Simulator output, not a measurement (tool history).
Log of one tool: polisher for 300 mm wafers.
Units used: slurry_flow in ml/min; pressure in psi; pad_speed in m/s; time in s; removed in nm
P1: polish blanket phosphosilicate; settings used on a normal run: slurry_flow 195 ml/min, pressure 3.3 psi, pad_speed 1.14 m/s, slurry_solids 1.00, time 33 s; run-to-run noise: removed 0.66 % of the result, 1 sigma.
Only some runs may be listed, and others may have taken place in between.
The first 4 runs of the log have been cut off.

run   hour  slurry_flow  pressure  pad_speed  slurry_solids  time  removed
  5   45.9          195       3.3       1.76           1.00    33   521.82
  6   54.6          195       3.3       1.14           1.00    33   367.88
  7   65.8          195       1.8       1.14           1.00    18   111.79
  8   76.3          195       3.3       1.14           1.40    33   424.99
  9   88.6          195       3.3       1.14           1.00    33   369.68
 10  100.5          195       3.3       1.14           1.00    49   542.61
 11  107.8          195       2.0       1.14           0.75    33   195.10
 12  119.5          195       3.3       1.14           1.00    33   369.67
 13  125.8          195       3.3       1.14           1.00    33   367.03
 14  133.2          195       1.5       1.14           1.00    33   169.63
 15  144.6          195       3.3       1.14           0.50    33   254.73
     147.5  -- slurry nozzle cleaned
 16  155.7          305       3.3       1.14           1.00    33   390.21
 17  161.8          195       3.3       1.14           1.00    33   369.39
 18  170.0          195       3.3       1.14           1.00    17   190.69
 19  180.5          195       3.3       1.14           1.00    33   371.60
 20  186.7          115       3.3       1.14           1.00    33   339.82

What will run 21 give?
 21  198.2          195       3.3       1.14           1.00    33        ?

For run 21 the tool returned removed 367.01 nm.

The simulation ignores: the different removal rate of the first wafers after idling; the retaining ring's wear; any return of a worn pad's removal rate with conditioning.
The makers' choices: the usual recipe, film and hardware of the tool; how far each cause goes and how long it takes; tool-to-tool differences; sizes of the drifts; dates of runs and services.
